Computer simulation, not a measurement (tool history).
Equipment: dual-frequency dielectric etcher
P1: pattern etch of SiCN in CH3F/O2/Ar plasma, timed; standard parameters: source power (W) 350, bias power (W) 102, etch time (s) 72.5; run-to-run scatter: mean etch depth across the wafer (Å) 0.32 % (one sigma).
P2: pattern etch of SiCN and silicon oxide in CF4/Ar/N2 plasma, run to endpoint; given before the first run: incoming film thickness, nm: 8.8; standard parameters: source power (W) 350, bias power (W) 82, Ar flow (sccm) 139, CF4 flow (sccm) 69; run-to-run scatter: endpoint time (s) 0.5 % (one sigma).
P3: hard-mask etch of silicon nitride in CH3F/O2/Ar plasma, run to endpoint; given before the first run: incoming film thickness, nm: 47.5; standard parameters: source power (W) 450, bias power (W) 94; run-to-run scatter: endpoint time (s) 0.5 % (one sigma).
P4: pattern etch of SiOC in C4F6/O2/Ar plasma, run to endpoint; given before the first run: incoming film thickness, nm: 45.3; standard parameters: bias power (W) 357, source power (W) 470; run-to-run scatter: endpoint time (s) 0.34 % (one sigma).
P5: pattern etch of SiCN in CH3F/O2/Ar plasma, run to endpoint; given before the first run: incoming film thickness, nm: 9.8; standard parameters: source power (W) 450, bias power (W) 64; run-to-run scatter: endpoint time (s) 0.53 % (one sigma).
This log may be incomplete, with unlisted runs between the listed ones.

run,hour,process that ran,source power (W),bias power (W),etch time (s),Ar flow (sccm),CF4 flow (sccm),mean etch depth across the wafer (Å),endpoint time (s)
1,4.5,P1,350,102,72.5,,,297.02,
2,9.2,P5,450,64,,,,,26.649
3,13.5,P1,350,102,72.5,,,297.29,
4,20.9,P1,350,102,72.5,,,296.56,
5,27.2,P1,240,143,72.5,,,297.17,
6,31,P5,450,90,,,,,23.844
7,35.5,P1,490,102,40,,,185.23,
8,40.7,P1,250,102,72.5,,,261.97,
9,46.9,P1,350,102,50.5,,,207.6,
10,52.9,P3,450,63,,,,,67.571
11,57.6,P1,350,102,103.5,,,424.01,
12,65.1,P4,310,357,,,,,19.13
13,70.3,P1,350,102,72.5,,,298.02,
14,78.1,P2,350,82,,95,69,,12.251
15,81.7,P1,350,143,72.5,,,339.33,
16,89.1,P5,450,64,,,,,26.885
17,96.3,P1,480,102,72.5,,,334.14,
18,102.2,P3,550,94,,,,,54.606
19,106.1,P3,450,94,,,,,58.783
20,110.6,P4,470,357,,,,,16.399
21,115.3,P1,350,75,72.5,,,264.37,
22,119,P2,350,82,,139,69,,12.852
23,123,P1,350,102,72.5,,,297.52,
24,129.7,P1,430,102,40,,,177.21,
25,134.8,P5,590,64,,,,,24.25
26,142,P2,210,82,,139,69,,20.004
# hour 142.9: wet clean of the chamber
27,147.5,P2,350,82,,139,90,,12.327
28,154.7,P4,470,497,,,,,14.444
29,158.3,P2,350,52,,139,69,,15.236
30,163.3,P1,350,102,72.5,,,296.93,
31,167.7,P1,350,102,72.5,,,296.08,
32,173.6,P1,350,102,72.5,,,293.59,
# hour 178.7: wet clean of the chamber
33,180,P1,350,102,72.5,,,293.02,

Run 34 has not been measured yet. What should we expect?
34,184.6,P1,350,102,72.5,,,?,

For run 34 the tool returned mean etch depth across the wafer (Å) 293.52.

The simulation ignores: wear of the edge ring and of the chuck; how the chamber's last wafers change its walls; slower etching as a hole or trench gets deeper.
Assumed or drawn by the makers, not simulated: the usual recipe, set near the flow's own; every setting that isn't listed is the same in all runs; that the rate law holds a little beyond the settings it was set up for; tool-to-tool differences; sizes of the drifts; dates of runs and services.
